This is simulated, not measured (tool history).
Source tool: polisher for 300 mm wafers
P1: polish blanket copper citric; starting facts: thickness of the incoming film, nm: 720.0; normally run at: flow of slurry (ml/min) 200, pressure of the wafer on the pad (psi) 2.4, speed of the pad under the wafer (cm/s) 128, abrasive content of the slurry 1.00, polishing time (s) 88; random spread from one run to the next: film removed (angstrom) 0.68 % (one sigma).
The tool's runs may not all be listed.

run,day,flow of slurry (ml/min),pressure of the wafer on the pad (psi),speed of the pad under the wafer (cm/s),abrasive content of the slurry,polishing time (s),wafers polished on this pad,hours since the slurry nozzle was cleaned,hours since the head pressure was calibrated,hours since the slurry blender was calibrated,film removed (angstrom)
1,0.554,200,2.4,128,1.00,88,287,514.9,741.0,102.5,1784.7
2,1.117,200,3.5,128,1.00,88,453,528.4,754.5,116.0,2614.5
3,1.475,200,2.4,128,0.55,67,559,537.0,763.1,124.6,1210.7
4,2.054,200,2.4,128,1.00,88,731,550.9,777.0,138.5,1800.7
5,2.462,200,1.4,128,1.00,88,852,560.7,786.8,148.3,1076.9
# day 2.767: worn pad replaced by a new one
6,2.992,200,2.4,86,1.00,88,67,573.4,799.5,161.0,1222.9
7,3.454,200,2.4,128,1.00,88,204,584.5,810.6,172.1,1801.8
# day 3.488: slurry blender recalibrated
8,3.742,200,2.4,128,1.00,88,289,591.4,817.5,6.1,1803.8
9,4.062,200,2.4,128,1.00,133,384,599.1,825.2,13.8,2752.5
10,4.354,120,2.4,128,1.00,88,470,606.1,832.2,20.8,1669.5
11,4.742,200,2.4,128,1.00,88,585,615.4,841.5,30.1,1798.9
12,5.108,200,2.4,128,1.45,88,693,624.2,850.3,38.9,1973.0
13,5.575,200,2.4,128,1.00,49,832,635.4,861.5,50.1,1001.1
14,6.167,200,2.4,128,0.55,88,1007,649.6,875.7,64.3,1594.9
15,6.733,200,2.4,188,1.00,88,1174,663.2,889.3,77.9,2634.0
16,7.025,275,2.4,128,1.00,88,1261,670.2,896.3,84.9,1865.1
17,7.646,200,2.4,128,1.00,88,1445,685.1,911.2,99.8,1816.9
18,8.062,200,2.4,128,1.00,88,1568,695.1,921.2,109.8,1776.6
19,8.358,200,2.4,128,1.00,88,1656,702.2,928.3,116.9,1759.0

Expected results for the next run?
20,8.675,200,2.4,128,1.00,88,1749,709.8,935.9,124.5,?

film removed (angstrom): 1763.6
